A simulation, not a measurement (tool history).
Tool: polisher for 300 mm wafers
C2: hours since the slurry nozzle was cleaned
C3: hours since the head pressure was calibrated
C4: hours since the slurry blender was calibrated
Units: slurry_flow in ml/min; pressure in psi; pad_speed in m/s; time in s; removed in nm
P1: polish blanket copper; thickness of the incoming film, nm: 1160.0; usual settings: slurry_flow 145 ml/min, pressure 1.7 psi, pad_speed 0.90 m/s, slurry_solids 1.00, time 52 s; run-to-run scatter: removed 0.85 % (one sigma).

{"run": 1, "hour": 9.3, "slurry_flow": 145, "pressure": 1.7, "pad_speed": 0.9, "slurry_solids": 1.0, "time": 52, "wafers polished on this pad": 446, "C2": 429.1, "C3": 409.4, "C4": 150.7, "removed": 70.828}
{"run": 2, "hour": 15.5, "slurry_flow": 145, "pressure": 1.7, "pad_speed": 1.42, "slurry_solids": 1.0, "time": 52, "wafers polished on this pad": 520, "C2": 435.3, "C3": 415.6, "C4": 156.9, "removed": 111.1}
{"run": 3, "hour": 22.3, "slurry_flow": 145, "pressure": 1.7, "pad_speed": 0.9, "slurry_solids": 1.0, "time": 52, "wafers polished on this pad": 601, "C2": 442.1, "C3": 422.4, "C4": 163.7, "removed": 70.715}
{"run": 4, "hour": 28.5, "slurry_flow": 145, "pressure": 2.3, "pad_speed": 0.9, "slurry_solids": 1.0, "time": 52, "wafers polished on this pad": 675, "C2": 448.3, "C3": 428.6, "C4": 169.9, "removed": 95.841}
{"run": 5, "hour": 34.1, "slurry_flow": 85, "pressure": 1.7, "pad_speed": 0.9, "slurry_solids": 1.0, "time": 52, "wafers polished on this pad": 741, "C2": 453.9, "C3": 434.2, "C4": 175.5, "removed": 62.824}
{"run": 6, "hour": 42.5, "slurry_flow": 215, "pressure": 1.7, "pad_speed": 0.9, "slurry_solids": 1.0, "time": 52, "wafers polished on this pad": 842, "C2": 462.3, "C3": 442.6, "C4": 183.9, "removed": 74.971}
{"run": 7, "hour": 50.5, "slurry_flow": 145, "pressure": 1.7, "pad_speed": 0.4, "slurry_solids": 1.0, "time": 52, "wafers polished on this pad": 937, "C2": 470.3, "C3": 450.6, "C4": 191.9, "removed": 30.758}
{"run": 8, "hour": 54.8, "slurry_flow": 145, "pressure": 1.7, "pad_speed": 0.9, "slurry_solids": 1.0, "time": 52, "wafers polished on this pad": 988, "C2": 474.6, "C3": 454.9, "C4": 196.2, "removed": 71.114}
{"run": 9, "hour": 61.3, "slurry_flow": 145, "pressure": 1.7, "pad_speed": 0.9, "slurry_solids": 1.0, "time": 52, "wafers polished on this pad": 1066, "C2": 481.1, "C3": 461.4, "C4": 202.7, "removed": 71.193}
{"run": 10, "hour": 68.9, "slurry_flow": 145, "pressure": 1.7, "pad_speed": 0.9, "slurry_solids": 1.0, "time": 74, "wafers polished on this pad": 1156, "C2": 488.7, "C3": 469.0, "C4": 210.3, "removed": 102.28}
{"run": 11, "hour": 75.7, "slurry_flow": 145, "pressure": 1.7, "pad_speed": 0.9, "slurry_solids": 1.0, "time": 52, "wafers polished on this pad": 1237, "C2": 495.5, "C3": 475.8, "C4": 217.1, "removed": 70.5}
{"run": 12, "hour": 83.2, "slurry_flow": 145, "pressure": 1.7, "pad_speed": 0.9, "slurry_solids": 1.0, "time": 26, "wafers polished on this pad": 1327, "C2": 503.0, "C3": 483.3, "C4": 224.6, "removed": 35.299}
{"run": 13, "hour": 91.7, "slurry_flow": 145, "pressure": 1.7, "pad_speed": 0.9, "slurry_solids": 0.65, "time": 52, "wafers polished on this pad": 1428, "C2": 511.5, "C3": 491.8, "C4": 233.1, "removed": 64.512}
{"run": 14, "hour": 98.6, "slurry_flow": 145, "pressure": 1.7, "pad_speed": 0.58, "slurry_solids": 0.6, "time": 52, "wafers polished on this pad": 1510, "C2": 518.4, "C3": 498.7, "C4": 240.0, "removed": 40.903}
{"run": 15, "hour": 107.3, "slurry_flow": 145, "pressure": 1.2, "pad_speed": 0.9, "slurry_solids": 1.0, "time": 52, "wafers polished on this pad": 1614, "C2": 527.1, "C3": 507.4, "C4": 248.7, "removed": 50.381}
{"run": 16, "hour": 112.5, "slurry_flow": 145, "pressure": 1.7, "pad_speed": 0.9, "slurry_solids": 1.5, "time": 52, "wafers polished on this pad": 1676, "C2": 532.3, "C3": 512.6, "C4": 253.9, "removed": 78.596}
{"run": 17, "hour": 122.2, "slurry_flow": 145, "pressure": 1.7, "pad_speed": 0.9, "slurry_solids": 1.0, "time": 52, "wafers polished on this pad": 1791, "C2": 542.0, "C3": 522.3, "C4": 263.6, "removed": 70.704}
{"run": 18, "hour": 127.5, "slurry_flow": 145, "pressure": 1.7, "pad_speed": 0.9, "slurry_solids": 1.0, "time": 52, "wafers polished on this pad": 1855, "C2": 547.3, "C3": 527.6, "C4": 268.9, "removed": 67.697}
{"run": 19, "hour": 133.4, "slurry_flow": 145, "pressure": 1.7, "pad_speed": 0.9, "slurry_solids": 1.0, "time": 52, "wafers polished on this pad": 1925, "C2": 553.2, "C3": 533.5, "C4": 274.8, "removed": 66.39}
{"run": 20, "hour": 140.9, "slurry_flow": 145, "pressure": 1.7, "pad_speed": 0.9, "slurry_solids": 1.0, "time": 52, "wafers polished on this pad": 2014, "C2": 560.7, "C3": 541.0, "C4": 282.3, "removed": 65.398}
{"run": 21, "hour": 148.4, "slurry_flow": 145, "pressure": 1.7, "pad_speed": 0.9, "slurry_solids": 1.0, "time": 52, "wafers polished on this pad": 2104, "C2": 568.2, "C3": 548.5, "C4": 289.8, "removed": 63.59}
{"hour": 149.1, "done": "head pressure recalibrated"}
{"hour": 151.4, "done": "slurry blender recalibrated"}
{"run": 22, "hour": 153.5, "slurry_flow": 145, "pressure": 1.7, "pad_speed": 0.9, "slurry_solids": 1.0, "time": 52, "wafers polished on this pad": 2164, "C2": 573.3, "C3": 4.5, "C4": 2.2, "removed": 65.677}
{"run": 23, "hour": 162.1, "slurry_flow": 145, "pressure": 1.7, "pad_speed": 0.9, "slurry_solids": 1.0, "time": 52, "wafers polished on this pad": 2267, "C2": 581.9, "C3": 13.1, "C4": 10.8, "removed": 64.24}

What P1 gives has crept away from where it was. These 2 causes fit the log equally well, each at the size given:
A: slurry flow missing at the pad, % = 36.8
B: removal rate lost through wear of the pad, % = 9.58
The creep began at about hour 122.2.
Why every other cause is out:
head's pressure below its setpoint, %: serviced at hour 149.1, which brought nothing back
abrasive missing from the slurry, %: serviced at hour 151.4, which brought nothing back

4 check runs are offered, each on 2 wafers whose results are averaged, their results left as question marks. Which one tells the causes apart?
{"run": "check 1", "hour": 170.7, "slurry_flow": 145, "pressure": 1.7, "pad_speed": 0.42, "slurry_solids": 1.25, "time": 52, "removed": "?"}
{"run": "check 2", "hour": 170.7, "slurry_flow": 145, "pressure": 1.3, "pad_speed": 0.9, "slurry_solids": 1.4, "time": 52, "removed": "?"}
{"run": "check 3", "hour": 170.7, "slurry_flow": 145, "pressure": 1.7, "pad_speed": 1.3, "slurry_solids": 1.0, "time": 52, "removed": "?"}
{"run": "check 4", "hour": 170.7, "slurry_flow": 85, "pressure": 1.7, "pad_speed": 0.9, "slurry_solids": 1.0, "time": 52, "removed": "?"}

What each check would give under each cause:
check=check_1 result=removed if_A=31.404 if_B=31.409
check=check_2 result=removed if_A=52.768 if_B=52.776
check=check_3 result=removed if_A=92.607 if_B=92.621
check=check_4 result=removed if_A=53.526 if_B=56.778
How far apart the two closest causes lie, in the result that separates them most: check 1 0.01 %; check 2 0.01 %; check 3 0.01 %; check 4 5.9 %
Only check 4 tells the causes apart: in the others they would give nearly the same result.

Then check 4 was run and gave: removed 56.677 nm. Which cause is it?

It is B: removal rate lost through wear of the pad, %.

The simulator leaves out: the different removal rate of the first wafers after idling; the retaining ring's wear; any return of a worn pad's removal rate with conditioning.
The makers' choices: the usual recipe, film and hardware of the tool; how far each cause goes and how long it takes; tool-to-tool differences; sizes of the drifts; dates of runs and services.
